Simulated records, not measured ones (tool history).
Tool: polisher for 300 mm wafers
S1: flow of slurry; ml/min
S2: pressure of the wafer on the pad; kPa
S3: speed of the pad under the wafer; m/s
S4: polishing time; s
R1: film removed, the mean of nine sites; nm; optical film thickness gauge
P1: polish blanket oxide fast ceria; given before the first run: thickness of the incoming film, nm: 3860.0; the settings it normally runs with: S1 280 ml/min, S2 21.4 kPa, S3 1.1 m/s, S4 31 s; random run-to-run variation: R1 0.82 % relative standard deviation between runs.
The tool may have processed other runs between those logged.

| run | hour | S1 | S2 | S3 | S4 | R1 |
|---|---|---|---|---|---|---|
| 1 | 9 | 280 | 21.4 | 1.1 | 31 | 627.8 |
| 2 | 20.4 | 280 | 21.4 | 1.1 | 49 | 983.29 |
| 3 | 33.6 | 280 | 21.4 | 1.74 | 31 | 983.05 |
| 4 | 42.5 | 280 | 21.4 | 0.56 | 21 | 216.67 |
| 5 | 52 | 280 | 21.4 | 0.52 | 31 | 297.71 |
| 6 | 62 | 170 | 21.4 | 1.1 | 31 | 592.19 |
| 7 | 69.2 | 280 | 29.6 | 1.1 | 31 | 864.93 |
| 8 | 83.6 | 280 | 21.4 | 1.1 | 31 | 621.61 |
|  | 93.9 | head pressure recalibrated |
| 9 | 94.9 | 280 | 9.7 | 1.1 | 31 | 287.32 |
| 10 | 104.5 | 395 | 11 | 1.1 | 31 | 335.67 |
|  | 105.4 | slurry nozzle cleaned |
| 11 | 115 | 365 | 21.4 | 1.1 | 31 | 643.83 |
| 12 | 122.8 | 280 | 21.4 | 1.1 | 16 | 326.07 |
| 13 | 137.6 | 280 | 21.4 | 0.74 | 39 | 525.12 |
| 14 | 150.9 | 280 | 21.4 | 1.1 | 31 | 620.06 |
| 15 | 161.3 | 280 | 21.4 | 1.1 | 31 | 632.41 |
| 16 | 171.2 | 280 | 21.4 | 1.1 | 31 | 625.17 |
| 17 | 179 | 280 | 21.4 | 1.1 | 31 | 635.09 |
| 18 | 193.9 | 280 | 21.4 | 1.1 | 31 | 618 |
| 19 | 203.2 | 280 | 21.4 | 1.1 | 31 | 609.11 |
| 20 | 210.1 | 280 | 21.4 | 1.1 | 31 | 605.9 |
|  | 218.9 | worn pad replaced by a new one |
| 21 | 222 | 280 | 21.4 | 1.1 | 31 | 602.53 |
| 22 | 235.1 | 280 | 21.4 | 1.1 | 31 | 599.95 |
| 23 | 243.8 | 280 | 21.4 | 1.1 | 31 | 592.54 |
| 24 | 253.8 | 280 | 21.4 | 1.1 | 31 | 605.95 |
| 25 | 266.9 | 280 | 21.4 | 1.1 | 31 | 595.55 |
| 26 | 282.3 | 280 | 21.4 | 1.1 | 31 | 589.03 |
| 27 | 289 | 280 | 21.4 | 1.1 | 31 | 592.3 |

What P1 gives has crept away from where it was. These 2 causes fit the log equally well, each at the size given:
A: head's pressure below its setpoint, % = 5.59
B: slurry flow missing at the pad, % = 37.7
The process output started creeping at around hour 179.
The rest of the possible causes, and what rules out each one:
removal rate lost through wear of the pad, %: serviced at hour 218.9, after the change had begun; the process did not return to its earlier output

Which of the 4 check runs listed below, each an average over 3 wafers with its results shown as question marks, gives clearly different results under the different listed causes?
| check 1 | 295.7 | 280 | 9.7 | 1.1 | 40 | ? |
| check 2 | 295.7 | 170 | 21.4 | 1.1 | 31 | ? |
| check 3 | 295.7 | 280 | 13.8 | 0.7 | 31 | ? |
| check 4 | 295.7 | 280 | 10.3 | 1.64 | 31 | ? |

What each check would give under each cause:
| check | result | if A | if B |
|---|---|---|---|
| check 1 | R1 | 345.89 | 345.89 |
| check 2 | R1 | 558.19 | 539.57 |
| check 3 | R1 | 243.69 | 243.7 |
| check 4 | R1 | 428.2 | 428.21 |
Distance between the nearest two causes, measured in the result of the check that separates them most: check 1 0 %; check 2 3.39 %; check 3 0 %; check 4 0 %
Only check 2 tells the causes apart: in the others they would give nearly the same result.

Here is what check 2 returned: R1 555.75 nm. Which cause is it?

The correct cause is A, namely: head's pressure below its setpoint, %.
